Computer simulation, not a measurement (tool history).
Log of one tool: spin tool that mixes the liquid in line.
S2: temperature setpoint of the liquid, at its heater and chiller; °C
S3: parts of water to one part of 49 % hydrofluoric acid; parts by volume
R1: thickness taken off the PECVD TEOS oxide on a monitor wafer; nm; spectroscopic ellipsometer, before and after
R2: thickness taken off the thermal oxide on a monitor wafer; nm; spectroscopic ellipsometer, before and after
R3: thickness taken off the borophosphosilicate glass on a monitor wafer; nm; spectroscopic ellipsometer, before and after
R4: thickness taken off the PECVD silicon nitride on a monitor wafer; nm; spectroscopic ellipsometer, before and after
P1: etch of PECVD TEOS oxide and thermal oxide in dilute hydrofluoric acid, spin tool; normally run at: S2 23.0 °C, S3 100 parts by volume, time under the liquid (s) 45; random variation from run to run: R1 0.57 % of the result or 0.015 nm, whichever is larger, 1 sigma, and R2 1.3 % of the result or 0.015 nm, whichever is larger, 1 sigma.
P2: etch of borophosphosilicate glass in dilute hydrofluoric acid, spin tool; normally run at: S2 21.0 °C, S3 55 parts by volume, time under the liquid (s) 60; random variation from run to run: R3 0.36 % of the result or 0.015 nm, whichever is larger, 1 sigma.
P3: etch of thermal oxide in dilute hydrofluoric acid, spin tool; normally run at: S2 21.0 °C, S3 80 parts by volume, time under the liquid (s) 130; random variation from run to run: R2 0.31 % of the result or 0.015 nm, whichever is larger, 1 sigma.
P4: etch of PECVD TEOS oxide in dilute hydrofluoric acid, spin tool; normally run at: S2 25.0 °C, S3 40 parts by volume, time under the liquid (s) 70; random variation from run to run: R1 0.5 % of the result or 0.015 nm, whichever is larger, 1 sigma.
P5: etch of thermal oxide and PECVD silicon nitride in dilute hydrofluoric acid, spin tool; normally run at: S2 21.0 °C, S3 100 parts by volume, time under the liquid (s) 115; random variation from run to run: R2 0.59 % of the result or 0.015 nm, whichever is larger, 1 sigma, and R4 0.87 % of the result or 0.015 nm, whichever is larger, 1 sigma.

{"run": 1, "hour": 3.5, "process that ran": "P1", "S2": 23.0, "S3": 100, "time under the liquid (s)": 45, "R1": 4.3625, "R2": 2.0015}
{"run": 2, "hour": 5.7, "process that ran": "P4", "S2": 25.0, "S3": 40, "time under the liquid (s)": 70, "R1": 57.164}
{"run": 3, "hour": 8.5, "process that ran": "P2", "S2": 21.0, "S3": 55, "time under the liquid (s)": 60, "R3": 32.809}
{"run": 4, "hour": 13.4, "process that ran": "P1", "S2": 19.0, "S3": 100, "time under the liquid (s)": 45, "R1": 3.6944, "R2": 1.719}
{"run": 5, "hour": 17.2, "process that ran": "P5", "S2": 21.0, "S3": 100, "time under the liquid (s)": 30, "R2": 1.3628, "R4": 0.58479}
{"run": 6, "hour": 21.0, "process that ran": "P2", "S2": 21.0, "S3": 55, "time under the liquid (s)": 15, "R3": 8.2092}
{"run": 7, "hour": 23.7, "process that ran": "P1", "S2": 23.0, "S3": 100, "time under the liquid (s)": 45, "R1": 4.4205, "R2": 2.0201}
{"run": 8, "hour": 27.4, "process that ran": "P3", "S2": 21.0, "S3": 145, "time under the liquid (s)": 130, "R2": 3.5757}
{"run": 9, "hour": 30.5, "process that ran": "P1", "S2": 23.0, "S3": 100, "time under the liquid (s)": 45, "R1": 4.3394, "R2": 2.0031}
{"run": 10, "hour": 35.3, "process that ran": "P1", "S2": 23.0, "S3": 100, "time under the liquid (s)": 85, "R1": 8.2606, "R2": 3.8069}
{"run": 11, "hour": 39.2, "process that ran": "P3", "S2": 21.0, "S3": 80, "time under the liquid (s)": 130, "R2": 6.9517}
{"run": 12, "hour": 42.9, "process that ran": "P4", "S2": 30.5, "S3": 40, "time under the liquid (s)": 70, "R1": 71.084}
{"run": 13, "hour": 46.2, "process that ran": "P1", "S2": 23.0, "S3": 140, "time under the liquid (s)": 45, "R1": 2.9767, "R2": 1.3906}
{"run": 14, "hour": 48.5, "process that ran": "P1", "S2": 23.0, "S3": 100, "time under the liquid (s)": 45, "R1": 4.354, "R2": 2.0262}
{"run": 15, "hour": 53.4, "process that ran": "P1", "S2": 23.0, "S3": 100, "time under the liquid (s)": 45, "R1": 4.3913, "R2": 2.0588}
{"run": 16, "hour": 57.0, "process that ran": "P4", "S2": 25.0, "S3": 65, "time under the liquid (s)": 70, "R1": 33.742}
{"run": 17, "hour": 59.6, "process that ran": "P1", "S2": 23.0, "S3": 20, "time under the liquid (s)": 45, "R1": 23.983, "R2": 11.233}
{"run": 18, "hour": 62.7, "process that ran": "P1", "S2": 23.0, "S3": 100, "time under the liquid (s)": 15, "R1": 1.4558, "R2": 0.67833}
{"run": 19, "hour": 65.6, "process that ran": "P2", "S2": 21.0, "S3": 55, "time under the liquid (s)": 60, "R3": 33.055}
{"run": 20, "hour": 70.5, "process that ran": "P3", "S2": 21.0, "S3": 80, "time under the liquid (s)": 65, "R2": 3.5162}
{"run": 21, "hour": 75.0, "process that ran": "P1", "S2": 27.5, "S3": 100, "time under the liquid (s)": 45, "R1": 5.1905, "R2": 2.467}
{"run": 22, "hour": 77.5, "process that ran": "P2", "S2": 21.0, "S3": 85, "time under the liquid (s)": 60, "R3": 20.476}
{"run": 23, "hour": 80.5, "process that ran": "P2", "S2": 28.0, "S3": 55, "time under the liquid (s)": 60, "R3": 43.604}
{"run": 24, "hour": 83.6, "process that ran": "P3", "S2": 28.0, "S3": 80, "time under the liquid (s)": 130, "R2": 9.2562}
{"run": 25, "hour": 87.8, "process that ran": "P5", "S2": 17.0, "S3": 100, "time under the liquid (s)": 115, "R2": 4.426, "R4": 1.7802}
{"run": 26, "hour": 90.3, "process that ran": "P4", "S2": 25.0, "S3": 40, "time under the liquid (s)": 100, "R1": 81.07}
{"hour": 91.6, "done": "hydrofluoric acid flow meter replaced"}
{"run": 27, "hour": 93.6, "process that ran": "P5", "S2": 21.0, "S3": 100, "time under the liquid (s)": 115, "R2": 5.2229, "R4": 2.3338}
{"run": 28, "hour": 96.8, "process that ran": "P1", "S2": 23.0, "S3": 170, "time under the liquid (s)": 15, "R1": 0.80465, "R2": 0.3763}
{"run": 29, "hour": 98.9, "process that ran": "P5", "S2": 21.0, "S3": 140, "time under the liquid (s)": 115, "R2": 3.5325, "R4": 1.7096}
{"run": 30, "hour": 103.2, "process that ran": "P1", "S2": 23.0, "S3": 100, "time under the liquid (s)": 45, "R1": 4.3084, "R2": 2.0716}
{"run": 31, "hour": 106.1, "process that ran": "P1", "S2": 23.0, "S3": 100, "time under the liquid (s)": 45, "R1": 4.2891, "R2": 1.9584}
{"run": 32, "hour": 110.4, "process that ran": "P1", "S2": 23.0, "S3": 100, "time under the liquid (s)": 45, "R1": 4.1815, "R2": 1.9942}
{"run": 33, "hour": 113.0, "process that ran": "P1", "S2": 23.0, "S3": 100, "time under the liquid (s)": 45, "R1": 4.1398, "R2": 1.8887}
{"run": 34, "hour": 117.7, "process that ran": "P1", "S2": 23.0, "S3": 100, "time under the liquid (s)": 45, "R1": 4.0835, "R2": 1.8934}
{"run": 35, "hour": 122.3, "process that ran": "P1", "S2": 23.0, "S3": 100, "time under the liquid (s)": 45, "R1": 4.1047, "R2": 1.8746}
{"run": 36, "hour": 126.4, "process that ran": "P1", "S2": 23.0, "S3": 100, "time under the liquid (s)": 45, "R1": 4.0643, "R2": 1.8589}
{"run": 37, "hour": 128.8, "process that ran": "P1", "S2": 23.0, "S3": 100, "time under the liquid (s)": 45, "R1": 4.0795, "R2": 1.8361}

What P1 gives has crept away from where it was. These 2 causes fit the log equally well, each at the size given:
A: hydrofluoric acid flow below the setpoint (%) = 5.86
B: liquid colder than its thermometer reads (K) = 1.69
The creep began at about hour 103.2.

4 check runs are offered, each on 3 wafers whose results are averaged, their results left as question marks. Which one tells the causes apart?
{"run": "check 1", "hour": 131.2, "process that ran": "P4", "S2": 28.5, "S3": 40, "time under the liquid (s)": 70, "R1": "?"}
{"run": "check 2", "hour": 131.2, "process that ran": "P2", "S2": 28.0, "S3": 55, "time under the liquid (s)": 60, "R3": "?"}
{"run": "check 3", "hour": 131.2, "process that ran": "P3", "S2": 21.0, "S3": 115, "time under the liquid (s)": 80, "R2": "?"}
{"run": "check 4", "hour": 131.2, "process that ran": "P5", "S2": 17.0, "S3": 100, "time under the liquid (s)": 115, "R2": "?", "R4": "?"}

What each check would give under each cause:
check=check_1 result=R1 if_A=61.31300 if_B=61.06500
check=check_2 result=R3 if_A=41.0930 if_B=41.0000
check=check_3 result=R2 if_A=2.68450 if_B=2.68380
check=check_4 result=R2 if_A=4.11050 if_B=4.08980
check=check_4 result=R4 if_A=1.68440 if_B=1.58590
How far apart the two closest causes lie, in the result that separates them most: check 1 0.41 %; check 2 0.23 %; check 3 0.03 %; check 4 6.03 %
Only check 4 tells the causes apart: in the others they would give nearly the same result.

Check 4 was then run and gave: R2 4.10160 nm; R4 1.67740 nm. Which cause is it?

It is A: hydrofluoric acid flow below the setpoint (%).
